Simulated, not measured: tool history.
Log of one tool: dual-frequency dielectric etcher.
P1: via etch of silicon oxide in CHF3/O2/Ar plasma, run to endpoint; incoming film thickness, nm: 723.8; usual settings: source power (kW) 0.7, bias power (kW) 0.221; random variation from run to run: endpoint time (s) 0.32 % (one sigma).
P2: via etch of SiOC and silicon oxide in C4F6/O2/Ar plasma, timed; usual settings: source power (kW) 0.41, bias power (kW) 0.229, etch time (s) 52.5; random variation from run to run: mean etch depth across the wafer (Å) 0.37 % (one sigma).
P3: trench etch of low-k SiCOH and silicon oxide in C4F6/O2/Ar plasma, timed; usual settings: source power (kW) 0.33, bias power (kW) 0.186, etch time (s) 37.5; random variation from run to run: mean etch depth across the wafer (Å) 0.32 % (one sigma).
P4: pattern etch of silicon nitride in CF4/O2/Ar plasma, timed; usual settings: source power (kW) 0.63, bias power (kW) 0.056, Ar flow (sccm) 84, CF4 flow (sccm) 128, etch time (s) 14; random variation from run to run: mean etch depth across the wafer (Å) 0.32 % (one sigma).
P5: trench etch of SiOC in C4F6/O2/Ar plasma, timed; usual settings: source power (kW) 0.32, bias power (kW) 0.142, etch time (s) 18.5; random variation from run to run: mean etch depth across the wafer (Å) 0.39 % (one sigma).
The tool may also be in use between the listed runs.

run	hour	process that ran	source power (kW)	bias power (kW)	etch time (s)	Ar flow (sccm)	CF4 flow (sccm)	endpoint time (s)	mean etch depth across the wafer (Å)
1	10.4	P1	0.7	0.221				326.15	
2	23.5	P5	0.32	0.142	18.5				331.15
3	35.6	P1	0.7	0.313				287.36	
4	50.4	P1	0.89	0.167				324.93	
5	60.6	P2	0.57	0.229	52.5				759.87
6	75.7	P2	0.41	0.229	73.5				930.38
7	82.9	P4	0.63	0.056	14	84	157		356.58
8	92.2	P1	0.7	0.157				364.38	
9	106.3	P3	0.33	0.186	55.5				1639
10	118.7	P2	0.41	0.229	52.5				671.18
11	125.6	P5	0.45	0.142	18.5				374.47
12	133.1	P1	0.7	0.221				324.64	
13	141.9	P3	0.33	0.186	37.5				1103.6
14	151.5	P1	0.7	0.221				326.18	
15	165.4	P1	0.7	0.221				325.43	
16	179.4	P2	0.41	0.229	52.5				667.95
17	191	P1	0.49	0.221				371.5	
18	204.1	P4	0.63	0.056	14	84	128		348.85
# hour 204.3: bias power generator calibrated
19	210.8	P3	0.33	0.118	37.5				963.76
20	222.2	P4	0.63	0.056	14	53	128		364.27
21	232.2	P3	0.25	0.186	37.5				993.03
22	246.7	P1	0.7	0.221				325.6	
23	255.7	P2	0.41	0.322	52.5				751.58
24	268.6	P5	0.32	0.087	18.5				287.53
25	275.8	P5	0.32	0.142	24				429.4
26	286.8	P1	0.94	0.221				290.14	
27	295.4	P4	0.63	0.056	14	84	128		349.11
28	309.4	P4	0.63	0.056	11	84	128		272.55
29	320.2	P4	0.63	0.079	14	84	128		396.53
30	334.2	P1	0.7	0.221				325.94	
31	348.7	P1	0.7	0.221				324.88	
32	356.7	P4	0.83	0.056	14	84	128		441.78

Forecast run 33:
33	367.6	P1	0.7	0.221				?	

endpoint time (s): 325.65

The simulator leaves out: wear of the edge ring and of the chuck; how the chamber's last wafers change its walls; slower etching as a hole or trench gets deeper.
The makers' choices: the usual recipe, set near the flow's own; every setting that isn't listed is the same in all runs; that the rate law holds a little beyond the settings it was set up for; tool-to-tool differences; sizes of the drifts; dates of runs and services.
